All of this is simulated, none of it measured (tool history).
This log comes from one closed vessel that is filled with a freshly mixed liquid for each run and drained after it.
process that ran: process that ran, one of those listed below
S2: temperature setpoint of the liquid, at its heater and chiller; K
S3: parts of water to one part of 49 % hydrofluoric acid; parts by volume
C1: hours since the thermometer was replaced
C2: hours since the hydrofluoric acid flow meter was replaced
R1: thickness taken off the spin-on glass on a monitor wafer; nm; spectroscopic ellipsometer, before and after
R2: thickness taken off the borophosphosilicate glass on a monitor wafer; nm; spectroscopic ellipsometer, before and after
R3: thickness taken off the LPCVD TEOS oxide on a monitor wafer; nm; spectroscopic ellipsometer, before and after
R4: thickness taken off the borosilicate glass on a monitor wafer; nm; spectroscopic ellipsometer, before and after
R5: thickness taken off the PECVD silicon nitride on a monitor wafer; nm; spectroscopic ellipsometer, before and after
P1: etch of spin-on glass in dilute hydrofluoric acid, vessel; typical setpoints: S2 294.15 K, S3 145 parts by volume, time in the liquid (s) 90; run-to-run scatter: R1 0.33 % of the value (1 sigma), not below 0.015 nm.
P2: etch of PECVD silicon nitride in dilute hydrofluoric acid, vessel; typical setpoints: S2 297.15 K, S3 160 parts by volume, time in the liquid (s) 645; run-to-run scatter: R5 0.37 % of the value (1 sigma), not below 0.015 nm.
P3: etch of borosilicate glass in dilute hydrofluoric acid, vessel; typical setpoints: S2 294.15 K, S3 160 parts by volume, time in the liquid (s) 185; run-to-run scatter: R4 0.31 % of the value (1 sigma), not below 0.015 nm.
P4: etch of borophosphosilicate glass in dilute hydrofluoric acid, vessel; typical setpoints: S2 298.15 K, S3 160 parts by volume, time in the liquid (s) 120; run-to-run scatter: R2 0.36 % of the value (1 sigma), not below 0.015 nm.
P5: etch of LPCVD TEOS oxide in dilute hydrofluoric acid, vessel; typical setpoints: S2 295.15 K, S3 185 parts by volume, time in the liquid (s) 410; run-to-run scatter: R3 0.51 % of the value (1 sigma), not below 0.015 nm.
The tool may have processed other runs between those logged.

run 1 hour=5.4 | process_that_ran=P1 S2=294.15 S3=145 time_in_the_liquid_(s)=90 | C1=1396.5 C2=867.5 | R1=19.7010
run 2 hour=10.0 | process_that_ran=P1 S2=294.15 S3=145 time_in_the_liquid_(s)=90 | C1=1401.1 C2=872.1 | R1=19.5680
run 3 hour=14.2 | process_that_ran=P4 S2=298.15 S3=160 time_in_the_liquid_(s)=225 | C1=1405.3 C2=876.3 | R2=63.396
run 4 hour=18.4 | process_that_ran=P5 S2=295.15 S3=185 time_in_the_liquid_(s)=410 | C1=1409.5 C2=880.5 | R3=57.481
run 5 hour=22.2 | process_that_ran=P4 S2=298.15 S3=30 time_in_the_liquid_(s)=120 | C1=1413.3 C2=884.3 | R2=212.350
run 6 hour=26.0 | process_that_ran=P1 S2=294.15 S3=145 time_in_the_liquid_(s)=170 | C1=1417.1 C2=888.1 | R1=37.1200
run 7 hour=30.5 | process_that_ran=P5 S2=295.15 S3=185 time_in_the_liquid_(s)=410 | C1=1421.6 C2=892.6 | R3=57.278
run 8 hour=34.8 | process_that_ran=P3 S2=294.15 S3=160 time_in_the_liquid_(s)=345 | C1=1425.9 C2=896.9 | R4=78.645
run 9 hour=38.8 | process_that_ran=P5 S2=290.15 S3=185 time_in_the_liquid_(s)=410 | C1=1429.9 C2=900.9 | R3=46.829
run 10 hour=42.1 | process_that_ran=P1 S2=290.15 S3=145 time_in_the_liquid_(s)=90 | C1=1433.2 C2=904.2 | R1=16.7440
run 11 hour=45.1 | process_that_ran=P5 S2=295.15 S3=185 time_in_the_liquid_(s)=590 | C1=1436.2 C2=907.2 | R3=82.325
run 12 hour=48.9 | process_that_ran=P3 S2=294.15 S3=160 time_in_the_liquid_(s)=185 | C1=1440.0 C2=911.0 | R4=41.908
run 13 hour=53.8 | process_that_ran=P3 S2=294.15 S3=75 time_in_the_liquid_(s)=185 | C1=1444.9 C2=915.9 | R4=98.938
run 14 hour=58.1 | process_that_ran=P5 S2=295.15 S3=270 time_in_the_liquid_(s)=410 | C1=1449.2 C2=920.2 | R3=35.496
run 15 hour=61.6 | process_that_ran=P1 S2=294.15 S3=220 time_in_the_liquid_(s)=90 | C1=1452.7 C2=923.7 | R1=11.9990
run 16 hour=67.8 | process_that_ran=P3 S2=294.15 S3=160 time_in_the_liquid_(s)=185 | C1=1458.9 C2=929.9 | R4=42.024
run 17 hour=73.9 | process_that_ran=P1 S2=294.15 S3=145 time_in_the_liquid_(s)=90 | C1=1465.0 C2=936.0 | R1=19.7670
run 18 hour=79.6 | process_that_ran=P2 S2=297.15 S3=160 time_in_the_liquid_(s)=1250 | C1=1470.7 C2=941.7 | R5=24.630
run 19 hour=85.7 | process_that_ran=P2 S2=297.15 S3=160 time_in_the_liquid_(s)=645 | C1=1476.8 C2=947.8 | R5=12.610
run 20 hour=89.1 | process_that_ran=P4 S2=298.15 S3=160 time_in_the_liquid_(s)=120 | C1=1480.2 C2=951.2 | R2=33.546
run 21 hour=92.9 | process_that_ran=P1 S2=294.15 S3=145 time_in_the_liquid_(s)=90 | C1=1484.0 C2=955.0 | R1=19.7030
run 22 hour=96.0 | process_that_ran=P3 S2=290.15 S3=160 time_in_the_liquid_(s)=185 | C1=1487.1 C2=958.1 | R4=35.695
run 23 hour=102.8 | process_that_ran=P1 S2=290.15 S3=235 time_in_the_liquid_(s)=90 | C1=1493.9 C2=964.9 | R1=9.4985
run 24 hour=108.0 | process_that_ran=P1 S2=294.15 S3=145 time_in_the_liquid_(s)=90 | C1=1499.1 C2=970.1 | R1=19.7430
run 25 hour=111.2 | process_that_ran=P2 S2=301.65 S3=160 time_in_the_liquid_(s)=645 | C1=1502.3 C2=973.3 | R5=16.815
run 26 hour=116.9 | process_that_ran=P4 S2=291.15 S3=160 time_in_the_liquid_(s)=120 | C1=1508.0 C2=979.0 | R2=25.717
run 27 hour=120.5 | process_that_ran=P1 S2=301.15 S3=45 time_in_the_liquid_(s)=90 | C1=1511.6 C2=982.6 | R1=94.7490
run 28 hour=123.7 | process_that_ran=P2 S2=297.15 S3=95 time_in_the_liquid_(s)=645 | C1=1514.8 C2=985.8 | R5=21.215
run 29 hour=128.4 | process_that_ran=P1 S2=294.15 S3=145 time_in_the_liquid_(s)=30 | C1=1519.5 C2=990.5 | R1=6.5140
run 30 hour=134.3 | process_that_ran=P1 S2=294.15 S3=50 time_in_the_liquid_(s)=90 | C1=1525.4 C2=996.4 | R1=63.8890
run 31 hour=138.4 | process_that_ran=P2 S2=297.15 S3=160 time_in_the_liquid_(s)=645 | C1=1529.5 C2=1000.5 | R5=12.746
run 32 hour=145.2 | process_that_ran=P1 S2=298.65 S3=145 time_in_the_liquid_(s)=90 | C1=1536.3 C2=1007.3 | R1=23.2710
run 33 hour=149.8 | process_that_ran=P1 S2=294.15 S3=145 time_in_the_liquid_(s)=90 | C1=1540.9 C2=1011.9 | R1=19.7080
run 34 hour=155.9 | process_that_ran=P1 S2=294.15 S3=145 time_in_the_liquid_(s)=90 | C1=1547.0 C2=1018.0 | R1=18.7490
run 35 hour=160.3 | process_that_ran=P1 S2=294.15 S3=145 time_in_the_liquid_(s)=90 | C1=1551.4 C2=1022.4 | R1=18.3720
run 36 hour=165.6 | process_that_ran=P1 S2=294.15 S3=145 time_in_the_liquid_(s)=90 | C1=1556.7 C2=1027.7 | R1=18.1160
run 37 hour=172.1 | process_that_ran=P1 S2=294.15 S3=145 time_in_the_liquid_(s)=90 | C1=1563.2 C2=1034.2 | R1=18.0280
run 38 hour=178.7 | process_that_ran=P1 S2=294.15 S3=145 time_in_the_liquid_(s)=90 | C1=1569.8 C2=1040.8 | R1=17.9160
run 39 hour=184.6 | process_that_ran=P1 S2=294.15 S3=145 time_in_the_liquid_(s)=90 | C1=1575.7 C2=1046.7 | R1=17.9640

P1 no longer gives what it gave before; its output has crept away from where it was. The following 2 causes, each at its listed size, fit the log equally well:
A: liquid colder than its thermometer reads (K) = 2.4
B: hydrofluoric acid flow below the setpoint (%) = 7.93
The creep began at about hour 149.8.

4 check runs are offered, one wafer each, their results left as question marks. Which one tells the causes apart?
run check 1 hour=190.5 | process_that_ran=P3 S2=294.15 S3=160 time_in_the_liquid_(s)=185 | R4=?
run check 2 hour=190.5 | process_that_ran=P2 S2=297.15 S3=160 time_in_the_liquid_(s)=645 | R5=?
run check 3 hour=190.5 | process_that_ran=P4 S2=298.15 S3=160 time_in_the_liquid_(s)=120 | R2=?
run check 4 hour=190.5 | process_that_ran=P5 S2=295.15 S3=185 time_in_the_liquid_(s)=410 | R3=?

What every check run would give for each of its results, assuming each possible cause in turn:
check=check_1 result=R4 if_A=38.164 if_B=38.093
check=check_2 result=R5 if_A=10.909 if_B=11.747
check=check_3 result=R2 if_A=30.762 if_B=30.545
check=check_4 result=R3 if_A=52.101 if_B=51.770
Distance between the nearest two causes, measured in the result of the check that separates them most: check 1 0.19 %; check 2 7.41 %; check 3 0.71 %; check 4 0.64 %
Only in check 2 would the causes give clearly different results; in the remaining checks their results would be nearly the same.

The results of check 2 are: R5 10.976 nm. Based on these, which of the listed causes is it?

Of the candidate causes, it is A: liquid colder than its thermometer reads (K).

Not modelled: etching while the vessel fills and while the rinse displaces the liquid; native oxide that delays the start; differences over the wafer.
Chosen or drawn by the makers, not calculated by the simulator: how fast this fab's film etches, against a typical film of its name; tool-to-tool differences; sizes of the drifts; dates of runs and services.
